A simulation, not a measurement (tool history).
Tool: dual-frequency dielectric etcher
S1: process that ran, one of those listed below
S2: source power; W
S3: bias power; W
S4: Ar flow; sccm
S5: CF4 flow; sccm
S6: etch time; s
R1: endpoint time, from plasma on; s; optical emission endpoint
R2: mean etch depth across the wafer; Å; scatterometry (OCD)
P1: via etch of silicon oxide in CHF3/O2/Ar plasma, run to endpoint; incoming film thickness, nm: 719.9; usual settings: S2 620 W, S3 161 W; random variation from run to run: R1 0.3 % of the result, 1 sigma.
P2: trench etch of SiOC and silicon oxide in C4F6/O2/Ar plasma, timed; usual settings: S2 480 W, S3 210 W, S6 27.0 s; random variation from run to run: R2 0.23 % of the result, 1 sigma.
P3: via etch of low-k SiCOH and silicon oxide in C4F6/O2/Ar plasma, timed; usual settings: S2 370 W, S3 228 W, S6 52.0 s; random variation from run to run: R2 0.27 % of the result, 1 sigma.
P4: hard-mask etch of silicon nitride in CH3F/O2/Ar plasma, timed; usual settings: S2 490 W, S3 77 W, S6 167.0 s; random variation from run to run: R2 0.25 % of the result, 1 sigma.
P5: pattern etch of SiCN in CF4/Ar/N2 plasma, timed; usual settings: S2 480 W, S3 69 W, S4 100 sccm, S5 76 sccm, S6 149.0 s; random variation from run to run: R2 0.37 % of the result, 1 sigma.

run   hour  S1   S2   S3   S4  S5     S6      R1       R2
  1    6.1  P1  620  161                  375.24
  2   12.5  P5  480   69  100  76  204.5          1835.50
  3   20.8  P1  620  161                  374.41
  4   27.4  P3  370  228            76.5          2175.80
  5   36.2  P4  490   77           104.5           847.00
  6   45.9  P1  870  208                  301.05
  7   51.6  P5  480   69  100  76  149.0          1352.20
  8   59.3  P1  620  161                  375.20
  9   65.2  P3  300  228            52.0          1366.60
 10   69.9  P1  620  110                  421.49
 11   74.7  P3  370  228            52.0          1482.60
 12   80.9  P4  490   77           167.0          1352.80
 13   88.4  P5  480   69  100  51  149.0          1266.50
 14   95.3  P4  600   77           167.0          1459.10
 15   99.8  P1  620  161                  374.11
 16  107.6  P1  620  225                  334.63
 17  115.4  P1  620  161                  374.93
 18  121.9  P3  370  134            52.0          1250.30
 19  129.0  P2  480  210            27.0           595.59
 20  138.2  P1  620  161                  376.86
 21  146.7  P2  480  294            27.0           662.35
 22  155.4  P1  380  224                  402.68
 23  160.6  P2  480  210            19.5           429.19
 24  167.9  P5  360   69  100  76  149.0          1039.60
 25  175.9  P4  490  104           167.0          1502.00
 26  184.3  P1  740  161                  351.47
 27  194.0  P5  480   69   61  76  149.0          1428.80
 28  199.9  P1  360  161                  459.73
 29  205.0  P5  480   42  100  76  149.0          1150.10
 30  212.3  P1  620  161                  374.65
 31  222.6  P2  290  210            27.0           489.55
 32  230.4  P5  480   69  100  76  149.0          1351.20
 33  240.7  P1  620  161                  373.30
 34  249.9  P1  620  161                  371.41
 35  255.9  P1  620  161                  369.02
 36  265.1  P1  620  161                  369.66
 37  270.5  P1  620  161                  367.41

Forecast run 38:
 38  277.3  P1  620  161               ?

R1: 371.17 s
